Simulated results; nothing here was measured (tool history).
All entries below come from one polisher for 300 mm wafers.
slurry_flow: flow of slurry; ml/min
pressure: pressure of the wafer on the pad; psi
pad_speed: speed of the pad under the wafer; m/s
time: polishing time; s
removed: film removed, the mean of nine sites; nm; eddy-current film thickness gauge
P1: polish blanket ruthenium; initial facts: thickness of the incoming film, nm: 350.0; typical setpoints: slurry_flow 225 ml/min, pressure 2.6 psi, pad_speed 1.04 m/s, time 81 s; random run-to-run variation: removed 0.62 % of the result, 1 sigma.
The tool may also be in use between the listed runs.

run,hour,slurry_flow,pressure,pad_speed,time,wafers polished on this pad,hours since the slurry nozzle was cleaned,hours since the head pressure was calibrated,removed
1,7.1,225,2.6,1.04,81,553,171.4,460.0,146.080
2,12.6,225,1.5,1.04,81,631,176.9,465.5,84.211
3,22.6,225,2.6,1.04,81,774,186.9,475.5,146.290
4,28.4,225,3.8,1.04,81,857,192.7,481.3,211.200
5,37.3,225,2.6,1.64,81,984,201.6,490.2,230.580
6,42.2,225,2.6,1.04,81,1054,206.5,495.1,143.640
7,51.3,330,2.6,1.04,81,1183,215.6,504.2,150.860
8,60.9,225,2.6,1.04,81,1320,225.2,513.8,145.340
9,71.8,225,2.6,0.48,119,1476,236.1,524.7,98.795
10,82.3,225,2.6,0.46,81,1626,246.6,535.2,64.544
11,89.5,225,2.6,1.04,81,1728,253.8,542.4,145.150
12,97.5,135,2.6,1.04,81,1843,261.8,550.4,134.930
# hour 100.5: head pressure recalibrated
13,108.4,225,2.6,1.04,59,1998,272.7,8.0,105.870
14,118.5,225,2.6,1.04,126,2142,282.8,18.1,226.570
15,127.1,225,2.6,1.04,81,2265,291.4,26.7,146.460
16,133.3,225,2.6,1.04,81,2353,297.6,32.9,143.270
17,144.2,225,2.6,1.04,81,2509,308.5,43.8,143.550
18,149.7,225,2.6,1.04,81,2587,314.0,49.3,143.850
# hour 158.0: head pressure recalibrated
19,160.4,225,2.6,1.04,81,2740,324.7,2.5,141.090

Estimate the outcome of run 20 from the log above:
20,169.8,225,2.6,1.04,81,2874,334.1,11.9,?

Run 20 produced removed 140.130 nm.
